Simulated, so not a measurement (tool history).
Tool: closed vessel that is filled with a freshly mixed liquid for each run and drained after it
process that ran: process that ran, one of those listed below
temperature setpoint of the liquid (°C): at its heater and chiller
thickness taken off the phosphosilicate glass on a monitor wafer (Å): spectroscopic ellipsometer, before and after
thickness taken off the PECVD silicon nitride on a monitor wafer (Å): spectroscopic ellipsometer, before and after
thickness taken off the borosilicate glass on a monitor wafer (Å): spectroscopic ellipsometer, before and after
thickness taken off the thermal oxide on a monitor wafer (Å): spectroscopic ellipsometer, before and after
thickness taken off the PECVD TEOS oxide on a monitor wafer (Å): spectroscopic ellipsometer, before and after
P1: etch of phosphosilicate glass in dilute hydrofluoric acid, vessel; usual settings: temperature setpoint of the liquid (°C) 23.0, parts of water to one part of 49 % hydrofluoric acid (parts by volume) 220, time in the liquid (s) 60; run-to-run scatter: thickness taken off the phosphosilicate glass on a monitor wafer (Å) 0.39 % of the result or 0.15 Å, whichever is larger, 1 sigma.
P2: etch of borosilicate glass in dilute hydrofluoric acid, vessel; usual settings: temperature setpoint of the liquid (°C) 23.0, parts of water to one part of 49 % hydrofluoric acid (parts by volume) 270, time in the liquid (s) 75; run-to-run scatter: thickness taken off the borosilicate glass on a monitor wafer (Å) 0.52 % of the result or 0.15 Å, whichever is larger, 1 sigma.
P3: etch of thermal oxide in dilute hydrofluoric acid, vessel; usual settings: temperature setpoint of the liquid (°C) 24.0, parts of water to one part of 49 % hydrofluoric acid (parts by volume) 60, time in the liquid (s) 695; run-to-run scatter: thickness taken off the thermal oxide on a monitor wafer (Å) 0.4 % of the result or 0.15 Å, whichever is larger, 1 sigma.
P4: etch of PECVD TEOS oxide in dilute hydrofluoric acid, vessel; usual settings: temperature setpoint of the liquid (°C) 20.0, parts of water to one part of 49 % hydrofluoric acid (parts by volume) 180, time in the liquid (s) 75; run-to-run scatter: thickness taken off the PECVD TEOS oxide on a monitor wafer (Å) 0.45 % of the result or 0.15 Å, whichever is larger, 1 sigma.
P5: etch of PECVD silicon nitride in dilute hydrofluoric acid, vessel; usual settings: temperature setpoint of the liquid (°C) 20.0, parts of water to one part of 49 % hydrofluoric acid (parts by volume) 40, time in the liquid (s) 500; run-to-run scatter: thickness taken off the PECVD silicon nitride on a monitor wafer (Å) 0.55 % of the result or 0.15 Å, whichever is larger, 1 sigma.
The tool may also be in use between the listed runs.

| run | hour | process that ran | temperature setpoint of the liquid (°C) | parts of water to one part of 49 % hydrofluoric acid (parts by volume) | time in the liquid (s) | hours since the thermometer was replaced | hours since the hydrofluoric acid flow meter was replaced | thickness taken off the phosphosilicate glass on a monitor wafer (Å) | thickness taken off the PECVD silicon nitride on a monitor wafer (Å) | thickness taken off the borosilicate glass on a monitor wafer (Å) | thickness taken off the thermal oxide on a monitor wafer (Å) | thickness taken off the PECVD TEOS oxide on a monitor wafer (Å) |
|---|---|---|---|---|---|---|---|---|---|---|---|---|
| 1 | 8.2 | P1 | 23.0 | 220 | 60 | 255.6 | 1457.0 | 422.91 |  |  |  |  |
| 2 | 22.8 | P1 | 23.0 | 355 | 60 | 270.2 | 1471.6 | 233.38 |  |  |  |  |
| 3 | 37.7 | P1 | 23.0 | 75 | 60 | 285.1 | 1486.5 | 1467.50 |  |  |  |  |
| 4 | 51.3 | P1 | 23.0 | 220 | 60 | 298.7 | 1500.1 | 429.79 |  |  |  |  |
| 5 | 61.6 | P5 | 28.5 | 40 | 500 | 309.0 | 1510.4 |  | 914.55 |  |  |  |
| 6 | 72.6 | P2 | 23.0 | 270 | 75 | 320.0 | 1521.4 |  |  | 53.133 |  |  |
| 7 | 87.9 | P5 | 20.0 | 40 | 500 | 335.3 | 1536.7 |  | 515.05 |  |  |  |
| 8 | 103.8 | P3 | 24.0 | 60 | 205 | 351.2 | 1552.6 |  |  |  | 176.18 |  |
| 9 | 111.2 | P1 | 17.5 | 220 | 95 | 358.6 | 1560.0 | 549.13 |  |  |  |  |
| 10 | 127.7 | P3 | 24.0 | 60 | 695 | 375.1 | 1576.5 |  |  |  | 595.08 |  |
| 11 | 139.7 | P4 | 27.0 | 180 | 75 | 387.1 | 1588.5 |  |  |  |  | 95.530 |
| 12 | 153.5 | P1 | 29.0 | 220 | 105 | 400.9 | 1602.3 | 924.83 |  |  |  |  |
| 13 | 162.7 | P5 | 20.0 | 40 | 500 | 410.1 | 1611.5 |  | 516.86 |  |  |  |
| 14 | 175.9 | P4 | 20.0 | 180 | 140 | 423.3 | 1624.7 |  |  |  |  | 138.010 |
| 15 | 183.8 | P1 | 23.0 | 220 | 60 | 431.2 | 1632.6 | 428.66 |  |  |  |  |
| 16 | 200.2 | P4 | 20.0 | 35 | 75 | 447.6 | 1649.0 |  |  |  |  | 441.410 |
| 17 | 216.1 | P1 | 23.0 | 220 | 60 | 463.5 | 1664.9 | 427.55 |  |  |  |  |
| 18 | 231.9 | P1 | 23.0 | 220 | 105 | 479.3 | 1680.7 | 744.01 |  |  |  |  |
| 19 | 243.3 | P1 | 23.0 | 95 | 30 | 490.7 | 1692.1 | 567.34 |  |  |  |  |
| 20 | 255.7 | P3 | 24.0 | 100 | 695 | 503.1 | 1704.5 |  |  |  | 338.40 |  |
| 21 | 267.4 | P3 | 31.5 | 60 | 695 | 514.8 | 1716.2 |  |  |  | 803.96 |  |
| 22 | 277.0 | P5 | 20.0 | 65 | 500 | 524.4 | 1725.8 |  | 320.11 |  |  |  |
| 23 | 288.5 | P3 | 24.0 | 60 | 695 | 535.9 | 1737.3 |  |  |  | 592.69 |  |
| 24 | 298.6 | P2 | 23.0 | 140 | 75 | 546.0 | 1747.4 |  |  | 118.360 |  |  |
| 25 | 308.3 | P4 | 20.0 | 180 | 75 | 555.7 | 1757.1 |  |  |  |  | 74.248 |
| 26 | 318.6 | P1 | 23.0 | 220 | 30 | 566.0 | 1767.4 | 213.82 |  |  |  |  |

The next listed run, before its measurement:
| 27 | 329.5 | P2 | 23.0 | 270 | 125 | 576.9 | 1778.3 |  |  | ? |  |  |

Run 27 gave thickness taken off the borosilicate glass on a monitor wafer (Å) 88.770.
